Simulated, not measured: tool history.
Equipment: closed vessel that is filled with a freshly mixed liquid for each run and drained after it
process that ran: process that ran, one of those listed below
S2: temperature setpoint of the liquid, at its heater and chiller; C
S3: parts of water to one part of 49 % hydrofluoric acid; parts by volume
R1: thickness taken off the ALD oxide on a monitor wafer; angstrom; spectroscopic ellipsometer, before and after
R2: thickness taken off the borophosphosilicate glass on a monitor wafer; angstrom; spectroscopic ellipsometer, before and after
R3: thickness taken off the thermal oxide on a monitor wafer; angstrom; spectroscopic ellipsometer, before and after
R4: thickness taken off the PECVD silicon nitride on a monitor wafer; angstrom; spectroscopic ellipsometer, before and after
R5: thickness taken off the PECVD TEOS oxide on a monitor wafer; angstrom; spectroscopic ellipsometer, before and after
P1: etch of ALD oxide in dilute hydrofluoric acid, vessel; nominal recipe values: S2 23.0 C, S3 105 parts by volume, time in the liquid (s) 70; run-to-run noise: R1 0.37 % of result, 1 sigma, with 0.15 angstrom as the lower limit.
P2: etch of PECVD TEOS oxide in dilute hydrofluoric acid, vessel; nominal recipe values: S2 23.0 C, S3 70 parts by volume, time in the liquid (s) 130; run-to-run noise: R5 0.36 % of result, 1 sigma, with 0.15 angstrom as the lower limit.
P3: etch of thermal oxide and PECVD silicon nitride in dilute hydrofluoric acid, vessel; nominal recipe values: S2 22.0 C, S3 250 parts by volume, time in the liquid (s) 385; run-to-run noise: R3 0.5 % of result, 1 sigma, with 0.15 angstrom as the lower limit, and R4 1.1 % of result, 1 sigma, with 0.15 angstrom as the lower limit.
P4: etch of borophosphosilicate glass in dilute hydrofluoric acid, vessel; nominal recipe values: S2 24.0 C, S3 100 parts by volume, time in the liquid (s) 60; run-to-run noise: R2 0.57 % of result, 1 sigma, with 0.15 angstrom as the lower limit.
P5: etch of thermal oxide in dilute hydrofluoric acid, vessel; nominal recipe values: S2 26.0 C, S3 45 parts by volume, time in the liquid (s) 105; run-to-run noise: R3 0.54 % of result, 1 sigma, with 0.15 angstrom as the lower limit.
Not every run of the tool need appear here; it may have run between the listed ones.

run 1 hour=3.5 | process_that_ran=P1 S2=23.0 S3=105 time_in_the_liquid_(s)=70 | R1=151.240
run 2 hour=9.1 | process_that_ran=P4 S2=24.0 S3=100 time_in_the_liquid_(s)=60 | R2=228.76
run 3 hour=14.3 | process_that_ran=P3 S2=22.0 S3=250 time_in_the_liquid_(s)=570 | R3=83.055 R4=39.013
run 4 hour=17.7 | process_that_ran=P2 S2=23.0 S3=70 time_in_the_liquid_(s)=30 | R5=62.516
run 5 hour=21.4 | process_that_ran=P4 S2=24.0 S3=100 time_in_the_liquid_(s)=105 | R2=394.81
run 6 hour=26.8 | process_that_ran=P1 S2=23.0 S3=55 time_in_the_liquid_(s)=70 | R1=304.760
run 7 hour=33.3 | process_that_ran=P1 S2=23.0 S3=105 time_in_the_liquid_(s)=30 | R1=64.595
run 8 hour=38.5 | process_that_ran=P1 S2=23.0 S3=170 time_in_the_liquid_(s)=70 | R1=86.731
run 9 hour=41.9 | process_that_ran=P1 S2=23.0 S3=105 time_in_the_liquid_(s)=70 | R1=150.250
run 10 hour=46.3 | process_that_ran=P5 S2=26.0 S3=45 time_in_the_liquid_(s)=200 | R3=246.550
run 11 hour=50.1 | process_that_ran=P1 S2=23.0 S3=105 time_in_the_liquid_(s)=70 | R1=151.090
run 12 hour=54.4 | process_that_ran=P4 S2=24.0 S3=50 time_in_the_liquid_(s)=60 | R2=486.10
run 13 hour=59.9 | process_that_ran=P2 S2=23.0 S3=115 time_in_the_liquid_(s)=130 | R5=155.430
run 14 hour=63.2 | process_that_ran=P2 S2=19.0 S3=70 time_in_the_liquid_(s)=130 | R5=229.840
run 15 hour=69.7 | process_that_ran=P4 S2=20.5 S3=100 time_in_the_liquid_(s)=60 | R2=195.05
run 16 hour=76.1 | process_that_ran=P1 S2=19.0 S3=60 time_in_the_liquid_(s)=70 | R1=235.180
run 17 hour=81.6 | process_that_ran=P3 S2=22.0 S3=455 time_in_the_liquid_(s)=385 | R3=25.812 R4=14.519
run 18 hour=86.2 | process_that_ran=P2 S2=23.0 S3=70 time_in_the_liquid_(s)=130 | R5=270.280
run 19 hour=91.5 | process_that_ran=P5 S2=22.5 S3=45 time_in_the_liquid_(s)=105 | R3=111.730
run 20 hour=94.9 | process_that_ran=P1 S2=29.5 S3=30 time_in_the_liquid_(s)=70 | R1=757.140
run 21 hour=99.9 | process_that_ran=P3 S2=22.0 S3=250 time_in_the_liquid_(s)=385 | R3=56.006 R4=26.232
run 22 hour=106.0 | process_that_ran=P1 S2=23.0 S3=105 time_in_the_liquid_(s)=70 | R1=150.890
run 23 hour=111.3 | process_that_ran=P5 S2=26.0 S3=75 time_in_the_liquid_(s)=105 | R3=73.715
run 24 hour=116.8 | process_that_ran=P1 S2=30.0 S3=105 time_in_the_liquid_(s)=70 | R1=198.280
run 25 hour=123.1 | process_that_ran=P5 S2=26.0 S3=45 time_in_the_liquid_(s)=105 | R3=127.510
run 26 hour=126.7 | process_that_ran=P1 S2=17.0 S3=105 time_in_the_liquid_(s)=70 | R1=118.080
run 27 hour=132.5 | process_that_ran=P1 S2=23.0 S3=105 time_in_the_liquid_(s)=120 | R1=258.690
run 28 hour=138.9 | process_that_ran=P3 S2=17.0 S3=250 time_in_the_liquid_(s)=385 | R3=46.748 R4=18.707
run 29 hour=142.6 | process_that_ran=P4 S2=24.0 S3=100 time_in_the_liquid_(s)=60 | R2=226.35
run 30 hour=147.4 | process_that_ran=P1 S2=23.0 S3=105 time_in_the_liquid_(s)=70 | R1=150.640
run 31 hour=153.5 | process_that_ran=P1 S2=23.0 S3=105 time_in_the_liquid_(s)=70 | R1=145.550
run 32 hour=159.9 | process_that_ran=P1 S2=23.0 S3=105 time_in_the_liquid_(s)=70 | R1=142.220
run 33 hour=165.2 | process_that_ran=P1 S2=23.0 S3=105 time_in_the_liquid_(s)=70 | R1=140.560
run 34 hour=171.1 | process_that_ran=P1 S2=23.0 S3=105 time_in_the_liquid_(s)=70 | R1=139.560
run 35 hour=177.7 | process_that_ran=P1 S2=23.0 S3=105 time_in_the_liquid_(s)=70 | R1=138.070
run 36 hour=183.2 | process_that_ran=P1 S2=23.0 S3=105 time_in_the_liquid_(s)=70 | R1=137.940
run 37 hour=186.9 | process_that_ran=P1 S2=23.0 S3=105 time_in_the_liquid_(s)=70 | R1=138.710
run 38 hour=192.9 | process_that_ran=P1 S2=23.0 S3=105 time_in_the_liquid_(s)=70 | R1=137.530
run 39 hour=199.3 | process_that_ran=P1 S2=23.0 S3=105 time_in_the_liquid_(s)=70 | R1=137.560
run 40 hour=203.9 | process_that_ran=P1 S2=23.0 S3=105 time_in_the_liquid_(s)=70 | R1=135.740

Compared with where it was, what P1 gives has crept away. Each cause listed below fits the log as well as the rest, at the size given for it:
A: hydrofluoric acid flow below the setpoint (%) = 8.02
B: liquid colder than its thermometer reads (K) = 2.35
The creep began at about hour 147.4.

You are offered 4 check runs, listed below with question marks in place of their results; each one averages 2 wafers. Which run separates the listed causes by giving clearly different results for each?
run check 1 hour=208.5 | process_that_ran=P3 S2=22.0 S3=250 time_in_the_liquid_(s)=385 | R3=? R4=?
run check 2 hour=208.5 | process_that_ran=P2 S2=23.0 S3=70 time_in_the_liquid_(s)=130 | R5=?
run check 3 hour=208.5 | process_that_ran=P5 S2=26.0 S3=45 time_in_the_liquid_(s)=105 | R3=?
run check 4 hour=208.5 | process_that_ran=P4 S2=24.0 S3=100 time_in_the_liquid_(s)=60 | R2=?

How each check would come out, cause by cause:
check=check_1 result=R3 if_A=50.492 if_B=51.374
check=check_1 result=R4 if_A=24.007 if_B=22.416
check=check_2 result=R5 if_A=247.240 if_B=245.810
check=check_3 result=R3 if_A=117.560 if_B=116.680
check=check_4 result=R2 if_A=205.28 if_B=205.31
Distance between the nearest two causes, measured in the result of the check that separates them most: check 1 6.86 %; check 2 0.58 %; check 3 0.75 %; check 4 0.01 %
Of the check runs offered, only check 1 discriminates between the causes; the rest would read about the same regardless of which cause applies.

After running check 1, the following was obtained: R3 50.568 angstrom; R4 23.856 angstrom. Which cause does this point to?

Of the candidate causes, it is A: hydrofluoric acid flow below the setpoint (%).

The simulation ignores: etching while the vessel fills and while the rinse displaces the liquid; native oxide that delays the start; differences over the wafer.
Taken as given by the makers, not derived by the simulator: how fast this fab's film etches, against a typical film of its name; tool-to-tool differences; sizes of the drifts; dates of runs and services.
